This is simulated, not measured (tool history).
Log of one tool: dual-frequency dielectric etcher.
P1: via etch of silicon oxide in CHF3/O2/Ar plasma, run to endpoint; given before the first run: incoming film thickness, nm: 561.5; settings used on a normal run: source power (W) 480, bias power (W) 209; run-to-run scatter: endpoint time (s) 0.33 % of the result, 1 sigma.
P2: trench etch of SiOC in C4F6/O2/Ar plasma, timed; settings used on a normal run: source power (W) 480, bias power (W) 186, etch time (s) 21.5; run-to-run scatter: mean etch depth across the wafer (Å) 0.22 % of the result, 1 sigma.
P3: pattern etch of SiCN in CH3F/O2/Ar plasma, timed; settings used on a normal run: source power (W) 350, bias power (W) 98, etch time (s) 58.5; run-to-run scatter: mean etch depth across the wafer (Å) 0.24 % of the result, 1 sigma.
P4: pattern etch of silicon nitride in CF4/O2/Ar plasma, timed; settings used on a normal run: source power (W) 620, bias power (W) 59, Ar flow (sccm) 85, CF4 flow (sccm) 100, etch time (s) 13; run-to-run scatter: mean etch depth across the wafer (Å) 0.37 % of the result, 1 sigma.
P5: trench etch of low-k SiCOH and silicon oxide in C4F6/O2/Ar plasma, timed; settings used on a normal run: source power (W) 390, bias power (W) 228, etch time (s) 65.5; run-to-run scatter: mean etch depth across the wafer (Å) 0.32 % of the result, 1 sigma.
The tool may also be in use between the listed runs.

run	hour	process that ran	source power (W)	bias power (W)	Ar flow (sccm)	CF4 flow (sccm)	etch time (s)	endpoint time (s)	mean etch depth across the wafer (Å)
1	7.8	P1	480	209				298.2	
2	23.8	P4	620	59	85	130	13		336.81
3	33	P2	480	186			28		647.07
4	40.8	P5	390	228			65.5		2328.4
5	52.3	P2	280	186			21.5		401.04
6	67.7	P4	620	59	50	100	13		340.94
7	75.8	P1	620	209				271.54	
8	88.7	P1	480	163				326.58	
9	99.6	P4	620	73	85	100	13		350.98
10	108.1	P3	350	61			58.5		194.53
11	115.7	P3	350	98			58.5		230.55
12	131.1	P1	480	209				297.95	
13	144.6	P1	400	251				298.87	
14	157.9	P4	620	59	85	100	7.5		186.04
15	173.8	P4	620	59	85	100	13		325.82
16	186.5	P1	480	261				275.71	
17	199	P1	480	209				298.53	
18	214	P1	380	155				361.61	
19	224.3	P3	280	98			58.5		212.6
20	233.8	P1	480	209				299.3	
21	242.2	P3	350	98			58.5		232.35
22	251	P2	480	186			21.5		496.62
23	263.4	P1	630	281				243.81	
24	278.1	P5	500	228			65.5		2542.9

Run 25 has not been measured yet. What should we expect?
25	288	P1	290	209				?	

{"run 25": {"endpoint time (s)": 359.89}}
